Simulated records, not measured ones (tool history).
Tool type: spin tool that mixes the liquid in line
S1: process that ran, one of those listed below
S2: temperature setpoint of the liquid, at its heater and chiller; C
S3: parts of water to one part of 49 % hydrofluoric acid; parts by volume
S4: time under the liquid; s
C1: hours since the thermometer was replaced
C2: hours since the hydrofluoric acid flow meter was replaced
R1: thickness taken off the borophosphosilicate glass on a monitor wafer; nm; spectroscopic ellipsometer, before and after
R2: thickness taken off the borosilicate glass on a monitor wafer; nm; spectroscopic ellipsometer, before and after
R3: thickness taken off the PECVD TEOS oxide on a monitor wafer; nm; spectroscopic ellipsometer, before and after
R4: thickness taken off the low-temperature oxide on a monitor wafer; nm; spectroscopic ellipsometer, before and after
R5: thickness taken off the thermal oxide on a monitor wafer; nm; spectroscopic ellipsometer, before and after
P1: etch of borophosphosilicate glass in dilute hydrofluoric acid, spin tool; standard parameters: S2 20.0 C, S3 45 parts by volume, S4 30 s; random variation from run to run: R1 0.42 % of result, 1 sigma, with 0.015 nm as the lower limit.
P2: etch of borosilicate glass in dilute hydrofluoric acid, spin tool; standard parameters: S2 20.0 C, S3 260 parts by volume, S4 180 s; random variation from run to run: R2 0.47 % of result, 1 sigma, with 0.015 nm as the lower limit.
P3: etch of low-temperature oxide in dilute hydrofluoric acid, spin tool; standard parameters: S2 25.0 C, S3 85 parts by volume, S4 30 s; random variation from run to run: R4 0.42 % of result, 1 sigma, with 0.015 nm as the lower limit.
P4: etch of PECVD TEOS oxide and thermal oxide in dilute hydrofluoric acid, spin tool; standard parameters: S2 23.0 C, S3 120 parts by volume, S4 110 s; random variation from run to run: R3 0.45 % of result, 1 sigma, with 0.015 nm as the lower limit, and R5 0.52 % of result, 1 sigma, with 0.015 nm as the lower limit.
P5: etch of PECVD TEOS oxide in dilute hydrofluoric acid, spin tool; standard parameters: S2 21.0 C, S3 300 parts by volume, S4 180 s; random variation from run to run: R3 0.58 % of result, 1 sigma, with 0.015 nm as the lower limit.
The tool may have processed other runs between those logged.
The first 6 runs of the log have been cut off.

run	hour	S1	S2	S3	S4	C1	C2	R1	R2	R3	R4	R5
7	72.8	P2	20.0	260	180	971.6	1085.3		12.2510			
8	89.3	P5	17.0	300	180	988.1	1101.8			3.84120		
9	101.4	P1	20.0	20	30	1000.2	1113.9	104.530				
10	108.9	P1	20.0	45	30	1007.7	1121.4	45.074				
11	119.1	P5	21.0	300	25	1017.9	1131.6			0.62245		
12	130.5	P1	20.0	45	30	1029.3	1143.0	45.123				
13	146.1	P2	20.0	460	180	1044.9	1158.6		5.8408			
14	162.0	P3	30.0	85	30	1060.8	1174.5				13.780	
15	170.1	P1	20.0	80	30	1068.9	1182.6	24.341				
16	184.9	P2	20.0	260	180	1083.7	1197.4		12.3070			
17	197.7	P4	23.0	120	110	1096.5	1210.2			23.46200		4.2145
18	214.2	P1	20.0	45	15	1113.0	1226.7	22.617				
19	227.0	P2	20.0	260	300	1125.8	1239.5		20.3410			
20	238.7	P4	23.0	25	110	1137.5	1251.2			127.33000		22.9920
21	254.1	P1	17.0	65	30	1152.9	1266.6	26.674				
22	263.8	P1	28.5	45	30	1162.6	1276.3	64.513				
23	278.5	P3	25.0	85	15	1177.3	1291.0				5.642	
24	288.3	P4	31.0	120	110	1187.1	1300.8			32.10000		5.7516
25	301.0	P1	17.0	45	30	1199.8	1313.5	39.637				
26	308.5	P3	25.0	20	30	1207.3	1321.0				52.654	

Estimate the outcome of run 27 from the log above:
27	318.5	P5	21.0	300	180	1217.3	1331.0			?		

R3: 4.47440 nm
